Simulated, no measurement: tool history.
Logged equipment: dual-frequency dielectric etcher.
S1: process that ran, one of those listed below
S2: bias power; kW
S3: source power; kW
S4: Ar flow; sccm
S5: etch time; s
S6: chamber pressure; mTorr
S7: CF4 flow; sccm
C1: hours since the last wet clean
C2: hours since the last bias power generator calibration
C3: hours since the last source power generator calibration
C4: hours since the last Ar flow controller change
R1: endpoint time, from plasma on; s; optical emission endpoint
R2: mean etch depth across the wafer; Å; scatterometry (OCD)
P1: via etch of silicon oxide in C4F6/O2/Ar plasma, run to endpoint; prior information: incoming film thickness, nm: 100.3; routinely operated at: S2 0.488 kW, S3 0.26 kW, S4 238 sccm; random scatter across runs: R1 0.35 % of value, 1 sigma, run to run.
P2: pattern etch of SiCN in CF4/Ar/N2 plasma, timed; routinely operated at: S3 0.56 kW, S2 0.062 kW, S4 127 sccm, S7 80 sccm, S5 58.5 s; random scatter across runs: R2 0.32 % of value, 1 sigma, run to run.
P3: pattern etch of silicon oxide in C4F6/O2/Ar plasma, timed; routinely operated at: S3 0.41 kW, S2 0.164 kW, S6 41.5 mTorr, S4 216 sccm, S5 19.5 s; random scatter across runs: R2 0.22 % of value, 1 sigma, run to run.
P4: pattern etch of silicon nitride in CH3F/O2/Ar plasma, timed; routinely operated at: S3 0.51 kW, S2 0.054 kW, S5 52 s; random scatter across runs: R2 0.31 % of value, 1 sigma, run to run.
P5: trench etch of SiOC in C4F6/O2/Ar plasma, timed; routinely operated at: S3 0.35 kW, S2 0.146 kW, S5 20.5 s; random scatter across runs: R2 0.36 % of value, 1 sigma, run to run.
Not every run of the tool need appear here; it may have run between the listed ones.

run    day  S1     S2    S3   S4    S5    S6  S7     C1      C2     C3      C4      R1      R2
  1  0.404  P1  0.488  0.26  238                  123.3  2356.9  550.5    1256  24.951
  2  0.654  P4  0.054  0.51       76.5            129.3  2362.9  556.5    1262          534.67
  3  0.917  P1  0.591  0.26  238                  135.6  2369.2  562.8  1268.3  23.123
  4  1.417  P3  0.164  0.41  216  14.5  41.5      147.6  2381.2  574.8  1280.3          424.39
  5  1.858  P1  0.488  0.26  238                  158.2  2391.8  585.4  1290.9  24.853
  6  2.283  P4  0.054  0.51         52            168.4    2402  595.6  1301.1          364.16
  7  2.629  P5  0.102  0.35       20.5            176.7  2410.3  603.9  1309.4          346.35
  8  2.888  P3  0.213  0.41  216  19.5  41.5      182.9  2416.5  610.1  1315.6          618.74
  9  3.267  P3  0.164  0.29  216  19.5  41.5        192  2425.6  619.2  1324.7          497.22
 10  3.538  P1  0.333  0.26  238                  198.5  2432.1  625.7  1331.2  28.715
 11  4.042  P4  0.073  0.51         52            210.6  2444.2  637.8  1343.3          400.69
 12  4.442  P1  0.488  0.18  238                  220.2  2453.8  647.4  1352.9  28.404
 13  4.954  P1  0.488  0.26  335                  232.5  2466.1  659.7  1365.2   25.76
 14  5.429  P1  0.348  0.32  238                  243.9  2477.5  671.1  1376.6  26.136
 15  5.854  P5  0.146  0.35       20.5            254.1  2487.7  681.3  1386.8          385.01
 16  6.121  P2  0.062  0.56  127  87.5        80  260.5  2494.1  687.7  1393.2          831.32
 17  6.517  P3  0.164  0.41  216  19.5  30.5        270  2503.6  697.2  1402.7          591.74
 18  6.771  P4  0.054  0.73         52            276.1  2509.7  703.3  1408.8          417.88
 19  7.004  P5  0.146   0.5       20.5            281.7  2515.3  708.9  1414.4          442.19

Run 20, settings as shown, results not yet in. Your forecast:
 20  7.525  P2  0.085  0.56  127  58.5      80  294.2  2527.8  721.4  1426.9       ?

R2: 614.68 Å

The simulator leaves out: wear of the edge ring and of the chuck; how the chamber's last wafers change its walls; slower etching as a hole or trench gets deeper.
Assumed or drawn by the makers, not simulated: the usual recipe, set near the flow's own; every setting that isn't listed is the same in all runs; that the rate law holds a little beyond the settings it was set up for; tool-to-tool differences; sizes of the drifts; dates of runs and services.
